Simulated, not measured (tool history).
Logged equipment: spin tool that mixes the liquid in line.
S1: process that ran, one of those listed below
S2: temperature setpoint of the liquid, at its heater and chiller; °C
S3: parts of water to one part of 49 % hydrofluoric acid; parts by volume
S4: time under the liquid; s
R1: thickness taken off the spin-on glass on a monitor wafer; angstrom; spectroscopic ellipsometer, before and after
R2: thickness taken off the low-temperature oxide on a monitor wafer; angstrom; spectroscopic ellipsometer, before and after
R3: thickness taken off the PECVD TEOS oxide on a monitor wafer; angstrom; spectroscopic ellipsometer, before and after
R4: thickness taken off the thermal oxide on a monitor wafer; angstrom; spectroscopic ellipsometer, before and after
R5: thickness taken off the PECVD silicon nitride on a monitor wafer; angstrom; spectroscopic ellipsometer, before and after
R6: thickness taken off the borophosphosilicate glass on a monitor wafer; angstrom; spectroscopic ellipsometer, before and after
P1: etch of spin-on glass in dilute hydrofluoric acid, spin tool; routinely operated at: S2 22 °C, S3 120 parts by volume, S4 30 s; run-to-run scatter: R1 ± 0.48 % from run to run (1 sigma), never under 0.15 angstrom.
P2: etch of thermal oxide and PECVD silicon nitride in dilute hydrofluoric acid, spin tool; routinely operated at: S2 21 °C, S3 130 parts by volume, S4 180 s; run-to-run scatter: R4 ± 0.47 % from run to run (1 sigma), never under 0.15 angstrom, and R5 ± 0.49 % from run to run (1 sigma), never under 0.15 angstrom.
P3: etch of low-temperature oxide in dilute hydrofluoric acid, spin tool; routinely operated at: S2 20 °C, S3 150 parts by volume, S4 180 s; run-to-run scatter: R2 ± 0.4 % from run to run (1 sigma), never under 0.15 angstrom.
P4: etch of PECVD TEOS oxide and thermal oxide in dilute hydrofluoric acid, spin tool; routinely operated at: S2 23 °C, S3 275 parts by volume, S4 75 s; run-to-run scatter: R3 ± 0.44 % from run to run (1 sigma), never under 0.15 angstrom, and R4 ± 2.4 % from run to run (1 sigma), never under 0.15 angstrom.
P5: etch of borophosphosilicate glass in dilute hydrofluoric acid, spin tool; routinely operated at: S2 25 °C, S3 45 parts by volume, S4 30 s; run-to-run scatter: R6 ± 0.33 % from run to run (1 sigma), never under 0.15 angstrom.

{"run": 1, "hour": 17.2, "S1": "P1", "S2": 22, "S3": 120, "S4": 30, "R1": 93.045}
{"run": 2, "hour": 33.7, "S1": "P3", "S2": 17, "S3": 150, "S4": 180, "R2": 143.21}
{"run": 3, "hour": 51.9, "S1": "P4", "S2": 23, "S3": 45, "S4": 75, "R3": 399.58, "R4": 82.092}
{"run": 4, "hour": 71.1, "S1": "P4", "S2": 31, "S3": 275, "S4": 75, "R3": 66.874, "R4": 13.903}
{"run": 5, "hour": 81.5, "S1": "P4", "S2": 23, "S3": 275, "S4": 15, "R3": 10.021, "R4": 2.2672}
{"run": 6, "hour": 96.8, "S1": "P2", "S2": 21, "S3": 45, "S4": 180, "R4": 182.13, "R5": 174.96}
{"run": 7, "hour": 106.9, "S1": "P4", "S2": 23, "S3": 275, "S4": 75, "R3": 51.022, "R4": 10.52}
{"run": 8, "hour": 115.6, "S1": "P1", "S2": 18, "S3": 120, "S4": 15, "R1": 39.564}
{"run": 9, "hour": 125.7, "S1": "P3", "S2": 20, "S3": 150, "S4": 180, "R2": 161.39}
{"run": 10, "hour": 143.8, "S1": "P2", "S2": 17, "S3": 130, "S4": 180, "R4": 48.792, "R5": 47.419}
{"run": 11, "hour": 154.8, "S1": "P5", "S2": 25, "S3": 45, "S4": 30, "R6": 270.33}
{"run": 12, "hour": 167.1, "S1": "P1", "S2": 22, "S3": 35, "S4": 30, "R1": 358.27}
{"hour": 173.6, "done": "thermometer replaced"}
{"run": 13, "hour": 184.0, "S1": "P5", "S2": 25, "S3": 45, "S4": 65, "R6": 589.19}
{"run": 14, "hour": 197.2, "S1": "P3", "S2": 20, "S3": 150, "S4": 65, "R2": 57.818}
{"run": 15, "hour": 209.6, "S1": "P1", "S2": 22, "S3": 120, "S4": 30, "R1": 93.756}
{"hour": 219.8, "done": "hydrofluoric acid flow meter replaced"}
{"run": 16, "hour": 224.7, "S1": "P1", "S2": 22, "S3": 180, "S4": 30, "R1": 57.72}
{"run": 17, "hour": 242.4, "S1": "P1", "S2": 22, "S3": 120, "S4": 30, "R1": 92.596}
{"run": 18, "hour": 251.7, "S1": "P5", "S2": 25, "S3": 45, "S4": 30, "R6": 270.8}
{"run": 19, "hour": 263.7, "S1": "P3", "S2": 20, "S3": 150, "S4": 180, "R2": 159.97}
{"run": 20, "hour": 282.8, "S1": "P1", "S2": 17, "S3": 120, "S4": 55, "R1": 139.92}
{"run": 21, "hour": 298.1, "S1": "P1", "S2": 22, "S3": 120, "S4": 60, "R1": 185.41}
{"run": 22, "hour": 315.3, "S1": "P1", "S2": 17, "S3": 120, "S4": 30, "R1": 75.946}
{"run": 23, "hour": 326.8, "S1": "P2", "S2": 21, "S3": 130, "S4": 310, "R4": 98.69, "R5": 107.13}
{"run": 24, "hour": 338.7, "S1": "P2", "S2": 21, "S3": 130, "S4": 180, "R4": 57.279, "R5": 62.012}
{"run": 25, "hour": 350.3, "S1": "P4", "S2": 23, "S3": 275, "S4": 75, "R3": 50.695, "R4": 11.154}
{"run": 26, "hour": 368.0, "S1": "P3", "S2": 20, "S3": 270, "S4": 180, "R2": 80.028}
{"run": 27, "hour": 378.2, "S1": "P5", "S2": 25, "S3": 20, "S4": 30, "R6": 635.28}
{"run": 28, "hour": 387.1, "S1": "P1", "S2": 22, "S3": 120, "S4": 15, "R1": 46.592}
{"run": 29, "hour": 397.7, "S1": "P1", "S2": 22, "S3": 120, "S4": 30, "R1": 94.019}
{"run": 30, "hour": 408.8, "S1": "P5", "S2": 31, "S3": 45, "S4": 30, "R6": 344.89}
{"run": 31, "hour": 417.2, "S1": "P1", "S2": 28, "S3": 120, "S4": 30, "R1": 117.63}
{"run": 32, "hour": 428.9, "S1": "P1", "S2": 22, "S3": 120, "S4": 30, "R1": 93.886}
{"run": 33, "hour": 447.0, "S1": "P1", "S2": 22, "S3": 120, "S4": 30, "R1": 96.144}
{"run": 34, "hour": 464.2, "S1": "P1", "S2": 22, "S3": 120, "S4": 30, "R1": 97.477}
{"run": 35, "hour": 482.1, "S1": "P1", "S2": 22, "S3": 120, "S4": 30, "R1": 98.763}
{"run": 36, "hour": 500.0, "S1": "P1", "S2": 22, "S3": 120, "S4": 30, "R1": 100.41}
{"run": 37, "hour": 518.2, "S1": "P1", "S2": 22, "S3": 120, "S4": 30, "R1": 100.01}
{"run": 38, "hour": 529.3, "S1": "P1", "S2": 22, "S3": 120, "S4": 30, "R1": 99.822}
{"run": 39, "hour": 548.0, "S1": "P1", "S2": 22, "S3": 120, "S4": 30, "R1": 99.652}
{"run": 40, "hour": 566.7, "S1": "P1", "S2": 22, "S3": 120, "S4": 30, "R1": 100.64}
{"run": 41, "hour": 585.7, "S1": "P1", "S2": 22, "S3": 120, "S4": 30, "R1": 100.97}

Something has made what P1 gives creep away from where it was; the 2 causes below, each at its own stated size, fit the log equally well:
A: hydrofluoric acid flow above the setpoint (%) = 6.9
B: liquid hotter than its thermometer reads (K) = 1.92
The creep began at about hour 428.9.

Listed below are the offered check runs, one wafer per run, with question marks in place of results. For which of them would the causes give clearly different outcomes?
{"run": "check 1", "hour": 604.7, "S1": "P2", "S2": 17, "S3": 130, "S4": 295, "R4": "?", "R5": "?"}
{"run": "check 2", "hour": 604.7, "S1": "P4", "S2": 23, "S3": 105, "S4": 15, "R3": "?", "R4": "?"}
{"run": "check 3", "hour": 604.7, "S1": "P3", "S2": 20, "S3": 205, "S4": 180, "R2": "?"}
{"run": "check 4", "hour": 604.7, "S1": "P5", "S2": 31, "S3": 45, "S4": 30, "R6": "?"}

If the cause were each of the candidates in turn, the checks would give the following:
check=check_1 result=R4 if_A=85.801 if_B=86.125
check=check_1 result=R5 if_A=82.59 if_B=88.316
check=check_2 result=R3 if_A=34.382 if_B=34.415
check=check_2 result=R4 if_A=7.1839 if_B=7.1908
check=check_3 result=R2 if_A=120.52 if_B=119.73
check=check_4 result=R6 if_A=370.46 if_B=371.7
Per check, the gap between the least separated pair of causes, taken in the result that splits them most: check 1 6.7 %; check 2 0.1 %; check 3 0.66 %; check 4 0.33 %
Check 1 distinguishes between the causes, while the remaining checks would return nearly the same result for all of them.

Check 1 was carried out, with these results: R4 85.723 angstrom; R5 88.609 angstrom. Which of the listed causes is responsible?

B is the cause: liquid hotter than its thermometer reads (K).
